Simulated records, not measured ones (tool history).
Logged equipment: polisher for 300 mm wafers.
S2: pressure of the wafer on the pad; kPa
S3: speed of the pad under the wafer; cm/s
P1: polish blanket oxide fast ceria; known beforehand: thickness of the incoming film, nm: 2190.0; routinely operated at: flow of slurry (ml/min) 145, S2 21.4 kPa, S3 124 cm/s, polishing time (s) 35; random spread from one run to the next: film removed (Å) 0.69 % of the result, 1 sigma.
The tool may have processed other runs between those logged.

run 1 day=0.221 | flow_of_slurry_(ml/min)=145 S2=21.4 S3=124 polishing_time_(s)=35 | film_removed_(Å)=8439.6
run 2 day=0.471 | flow_of_slurry_(ml/min)=145 S2=21.4 S3=68 polishing_time_(s)=35 | film_removed_(Å)=4666.4
run 3 day=0.867 | flow_of_slurry_(ml/min)=145 S2=21.4 S3=124 polishing_time_(s)=23 | film_removed_(Å)=5696.9
run 4 day=1.175 | flow_of_slurry_(ml/min)=210 S2=32.4 S3=124 polishing_time_(s)=35 | film_removed_(Å)=13671
run 5 day=1.492 | flow_of_slurry_(ml/min)=145 S2=21.4 S3=124 polishing_time_(s)=35 | film_removed_(Å)=8469.5
run 6 day=1.767 | flow_of_slurry_(ml/min)=145 S2=13.1 S3=60 polishing_time_(s)=35 | film_removed_(Å)=2546.2
run 7 day=2.033 | flow_of_slurry_(ml/min)=100 S2=21.4 S3=124 polishing_time_(s)=35 | film_removed_(Å)=7884.8
run 8 day=2.317 | flow_of_slurry_(ml/min)=145 S2=21.4 S3=124 polishing_time_(s)=52 | film_removed_(Å)=12607
run 9 day=2.512 | flow_of_slurry_(ml/min)=205 S2=21.4 S3=124 polishing_time_(s)=35 | film_removed_(Å)=9073.5
run 10 day=2.825 | flow_of_slurry_(ml/min)=145 S2=21.4 S3=124 polishing_time_(s)=35 | film_removed_(Å)=8578.9
run 11 day=3.112 | flow_of_slurry_(ml/min)=90 S2=21.4 S3=154 polishing_time_(s)=35 | film_removed_(Å)=9604.4
run 12 day=3.521 | flow_of_slurry_(ml/min)=145 S2=21.4 S3=124 polishing_time_(s)=35 | film_removed_(Å)=8556.2
run 13 day=3.704 | flow_of_slurry_(ml/min)=145 S2=33.8 S3=124 polishing_time_(s)=35 | film_removed_(Å)=13597
run 14 day=4.1 | flow_of_slurry_(ml/min)=145 S2=21.4 S3=174 polishing_time_(s)=35 | film_removed_(Å)=11862
run 15 day=4.283 | flow_of_slurry_(ml/min)=145 S2=9.7 S3=124 polishing_time_(s)=35 | film_removed_(Å)=3836.2

The next listed run, before its measurement:
run 16 day=4.592 | flow_of_slurry_(ml/min)=145 S2=21.4 S3=124 polishing_time_(s)=35 | film_removed_(Å)=?

Run 16 produced film removed (Å) 8494.2.
